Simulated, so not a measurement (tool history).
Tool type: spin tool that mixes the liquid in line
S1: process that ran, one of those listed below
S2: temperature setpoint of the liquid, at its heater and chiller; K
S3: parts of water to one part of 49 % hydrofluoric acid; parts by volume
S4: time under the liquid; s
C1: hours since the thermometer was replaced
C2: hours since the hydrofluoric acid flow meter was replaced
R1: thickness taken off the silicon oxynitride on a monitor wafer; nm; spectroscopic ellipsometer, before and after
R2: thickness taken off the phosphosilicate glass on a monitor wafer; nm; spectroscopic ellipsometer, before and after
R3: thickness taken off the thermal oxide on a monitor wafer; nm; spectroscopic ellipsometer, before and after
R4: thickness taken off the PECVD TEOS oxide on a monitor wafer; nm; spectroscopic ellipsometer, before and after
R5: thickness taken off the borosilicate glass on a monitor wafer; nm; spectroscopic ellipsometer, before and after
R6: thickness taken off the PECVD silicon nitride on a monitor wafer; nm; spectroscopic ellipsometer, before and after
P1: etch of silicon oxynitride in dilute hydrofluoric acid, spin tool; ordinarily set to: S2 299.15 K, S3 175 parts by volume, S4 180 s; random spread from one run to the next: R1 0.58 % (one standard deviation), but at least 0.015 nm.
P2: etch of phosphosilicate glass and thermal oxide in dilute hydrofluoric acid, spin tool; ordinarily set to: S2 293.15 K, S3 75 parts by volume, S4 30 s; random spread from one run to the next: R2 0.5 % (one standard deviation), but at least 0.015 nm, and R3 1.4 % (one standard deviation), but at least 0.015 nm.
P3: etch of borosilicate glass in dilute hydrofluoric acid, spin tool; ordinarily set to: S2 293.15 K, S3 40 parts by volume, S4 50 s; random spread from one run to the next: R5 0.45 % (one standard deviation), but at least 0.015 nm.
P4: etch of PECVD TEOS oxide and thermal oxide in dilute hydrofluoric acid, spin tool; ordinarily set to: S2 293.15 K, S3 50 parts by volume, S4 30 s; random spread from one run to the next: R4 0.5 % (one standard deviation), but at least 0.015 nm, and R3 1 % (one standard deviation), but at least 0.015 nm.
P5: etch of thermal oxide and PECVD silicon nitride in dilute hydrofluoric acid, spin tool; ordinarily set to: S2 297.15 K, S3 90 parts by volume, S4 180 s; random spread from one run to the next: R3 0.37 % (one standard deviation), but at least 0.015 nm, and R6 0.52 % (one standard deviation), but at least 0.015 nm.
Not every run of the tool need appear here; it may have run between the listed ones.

{"run": 1, "hour": 9.2, "S1": "P1", "S2": 299.15, "S3": 175, "S4": 180, "C1": 260.6, "C2": 349.2, "R1": 5.0308}
{"run": 2, "hour": 16.0, "S1": "P2", "S2": 293.15, "S3": 75, "S4": 15, "C1": 267.4, "C2": 356.0, "R2": 10.598, "R3": 0.781}
{"run": 3, "hour": 23.8, "S1": "P1", "S2": 299.15, "S3": 175, "S4": 180, "C1": 275.2, "C2": 363.8, "R1": 5.0526}
{"run": 4, "hour": 30.9, "S1": "P2", "S2": 293.15, "S3": 20, "S4": 30, "C1": 282.3, "C2": 370.9, "R2": 84.783, "R3": 6.3442}
{"run": 5, "hour": 41.3, "S1": "P4", "S2": 293.15, "S3": 50, "S4": 15, "C1": 292.7, "C2": 381.3, "R3": 1.3558, "R4": 6.2466}
{"run": 6, "hour": 50.7, "S1": "P3", "S2": 297.65, "S3": 40, "S4": 50, "C1": 302.1, "C2": 390.7, "R5": 32.155}
{"run": 7, "hour": 59.1, "S1": "P1", "S2": 299.15, "S3": 175, "S4": 180, "C1": 310.5, "C2": 399.1, "R1": 5.0519}
{"run": 8, "hour": 65.3, "S1": "P1", "S2": 305.65, "S3": 175, "S4": 180, "C1": 316.7, "C2": 405.3, "R1": 6.6358}
{"run": 9, "hour": 71.8, "S1": "P3", "S2": 293.15, "S3": 40, "S4": 80, "C1": 323.2, "C2": 411.8, "R5": 42.642}
{"run": 10, "hour": 79.5, "S1": "P4", "S2": 293.15, "S3": 50, "S4": 30, "C1": 330.9, "C2": 419.5, "R3": 2.736, "R4": 12.662}
{"run": 11, "hour": 88.6, "S1": "P5", "S2": 297.15, "S3": 90, "S4": 275, "C1": 340.0, "C2": 428.6, "R3": 14.467, "R6": 13.259}
{"run": 12, "hour": 100.2, "S1": "P2", "S2": 293.15, "S3": 75, "S4": 30, "C1": 351.6, "C2": 440.2, "R2": 21.063, "R3": 1.4992}
{"run": 13, "hour": 109.9, "S1": "P4", "S2": 298.15, "S3": 50, "S4": 30, "C1": 361.3, "C2": 449.9, "R3": 3.4261, "R4": 15.321}
{"run": 14, "hour": 119.4, "S1": "P3", "S2": 293.15, "S3": 60, "S4": 50, "C1": 370.8, "C2": 459.4, "R5": 17.522}
{"run": 15, "hour": 125.4, "S1": "P2", "S2": 293.15, "S3": 75, "S4": 30, "C1": 376.8, "C2": 465.4, "R2": 21.151, "R3": 1.6061}
{"run": 16, "hour": 133.7, "S1": "P4", "S2": 293.15, "S3": 80, "S4": 30, "C1": 385.1, "C2": 473.7, "R3": 1.668, "R4": 7.5878}
{"run": 17, "hour": 145.5, "S1": "P1", "S2": 292.15, "S3": 175, "S4": 180, "C1": 396.9, "C2": 485.5, "R1": 3.6187}
{"run": 18, "hour": 152.6, "S1": "P1", "S2": 299.15, "S3": 175, "S4": 65, "C1": 404.0, "C2": 492.6, "R1": 1.7937}
{"run": 19, "hour": 161.3, "S1": "P1", "S2": 299.15, "S3": 175, "S4": 180, "C1": 412.7, "C2": 501.3, "R1": 5.0511}
{"run": 20, "hour": 169.6, "S1": "P1", "S2": 299.15, "S3": 175, "S4": 180, "C1": 421.0, "C2": 509.6, "R1": 5.0247}
{"run": 21, "hour": 177.5, "S1": "P5", "S2": 297.15, "S3": 90, "S4": 180, "C1": 428.9, "C2": 517.5, "R3": 9.4264, "R6": 8.585}
{"run": 22, "hour": 182.9, "S1": "P1", "S2": 299.15, "S3": 175, "S4": 180, "C1": 434.3, "C2": 522.9, "R1": 4.9867}
{"run": 23, "hour": 193.3, "S1": "P1", "S2": 299.15, "S3": 270, "S4": 180, "C1": 444.7, "C2": 533.3, "R1": 2.9993}
{"run": 24, "hour": 203.4, "S1": "P5", "S2": 290.15, "S3": 90, "S4": 180, "C1": 454.8, "C2": 543.4, "R3": 7.081, "R6": 5.3988}
{"run": 25, "hour": 215.4, "S1": "P1", "S2": 299.15, "S3": 275, "S4": 310, "C1": 466.8, "C2": 555.4, "R1": 5.0358}
{"run": 26, "hour": 222.8, "S1": "P1", "S2": 299.15, "S3": 70, "S4": 180, "C1": 474.2, "C2": 562.8, "R1": 13.76}
{"run": 27, "hour": 232.8, "S1": "P5", "S2": 297.15, "S3": 35, "S4": 180, "C1": 484.2, "C2": 572.8, "R3": 25.998, "R6": 21.912}
{"run": 28, "hour": 244.1, "S1": "P3", "S2": 293.15, "S3": 40, "S4": 50, "C1": 495.5, "C2": 584.1, "R5": 26.853}
{"run": 29, "hour": 249.3, "S1": "P3", "S2": 293.15, "S3": 40, "S4": 50, "C1": 500.7, "C2": 589.3, "R5": 26.812}
{"run": 30, "hour": 254.5, "S1": "P2", "S2": 290.15, "S3": 75, "S4": 30, "C1": 505.9, "C2": 594.5, "R2": 18.67, "R3": 1.3187}
{"run": 31, "hour": 260.6, "S1": "P1", "S2": 299.15, "S3": 175, "S4": 260, "C1": 512.0, "C2": 600.6, "R1": 7.2555}
{"run": 32, "hour": 265.9, "S1": "P1", "S2": 299.15, "S3": 175, "S4": 180, "C1": 517.3, "C2": 605.9, "R1": 4.9636}
{"run": 33, "hour": 272.5, "S1": "P1", "S2": 299.15, "S3": 175, "S4": 180, "C1": 523.9, "C2": 612.5, "R1": 4.8662}
{"run": 34, "hour": 281.2, "S1": "P1", "S2": 299.15, "S3": 175, "S4": 180, "C1": 532.6, "C2": 621.2, "R1": 4.7319}
{"run": 35, "hour": 293.2, "S1": "P1", "S2": 299.15, "S3": 175, "S4": 180, "C1": 544.6, "C2": 633.2, "R1": 4.6113}
{"run": 36, "hour": 300.1, "S1": "P1", "S2": 299.15, "S3": 175, "S4": 180, "C1": 551.5, "C2": 640.1, "R1": 4.6723}
{"run": 37, "hour": 307.8, "S1": "P1", "S2": 299.15, "S3": 175, "S4": 180, "C1": 559.2, "C2": 647.8, "R1": 4.5876}
{"run": 38, "hour": 313.2, "S1": "P1", "S2": 299.15, "S3": 175, "S4": 180, "C1": 564.6, "C2": 653.2, "R1": 4.4915}
{"run": 39, "hour": 321.4, "S1": "P1", "S2": 299.15, "S3": 175, "S4": 180, "C1": 572.8, "C2": 661.4, "R1": 4.598}

P1 has crept away from where it was. The log is fitted equally well by each of these 2 causes, at the sizes shown:
A: hydrofluoric acid flow below the setpoint (%) = 8.02
B: liquid colder than its thermometer reads (K) = 2.15
The gradual shift began around hour 265.9.

4 check runs are offered, one wafer each, their results left as question marks. Which one tells the causes apart?
{"run": "check 1", "hour": 329.6, "S1": "P4", "S2": 293.15, "S3": 50, "S4": 30, "R3": "?", "R4": "?"}
{"run": "check 2", "hour": 329.6, "S1": "P5", "S2": 297.15, "S3": 90, "S4": 180, "R3": "?", "R6": "?"}
{"run": "check 3", "hour": 329.6, "S1": "P2", "S2": 293.15, "S3": 75, "S4": 30, "R2": "?", "R3": "?"}
{"run": "check 4", "hour": 329.6, "S1": "P3", "S2": 293.15, "S3": 40, "S4": 50, "R5": "?"}

Expected result of each check under each candidate cause:
check=check_1 result=R3 if_A=2.5093 if_B=2.5011
check=check_1 result=R4 if_A=11.5350 if_B=11.4980
check=check_2 result=R3 if_A=8.6040 if_B=8.6621
check=check_2 result=R6 if_A=7.9779 if_B=7.5055
check=check_3 result=R2 if_A=19.313 if_B=19.324
check=check_3 result=R3 if_A=1.4182 if_B=1.4190
check=check_4 result=R5 if_A=24.507 if_B=24.388
Smallest distance between any two causes, each pair judged by its most separating result, in per cent: check 1 0.33 %; check 2 6.1 %; check 3 0.06 %; check 4 0.49 %
The causes can be told apart only by check 2. The other checks would give nearly the same results under each of them.

Running check 2 produced the following: R3 8.6198 nm; R6 7.9810 nm. Which one of the listed causes fits?

It was cause A: hydrofluoric acid flow below the setpoint (%).

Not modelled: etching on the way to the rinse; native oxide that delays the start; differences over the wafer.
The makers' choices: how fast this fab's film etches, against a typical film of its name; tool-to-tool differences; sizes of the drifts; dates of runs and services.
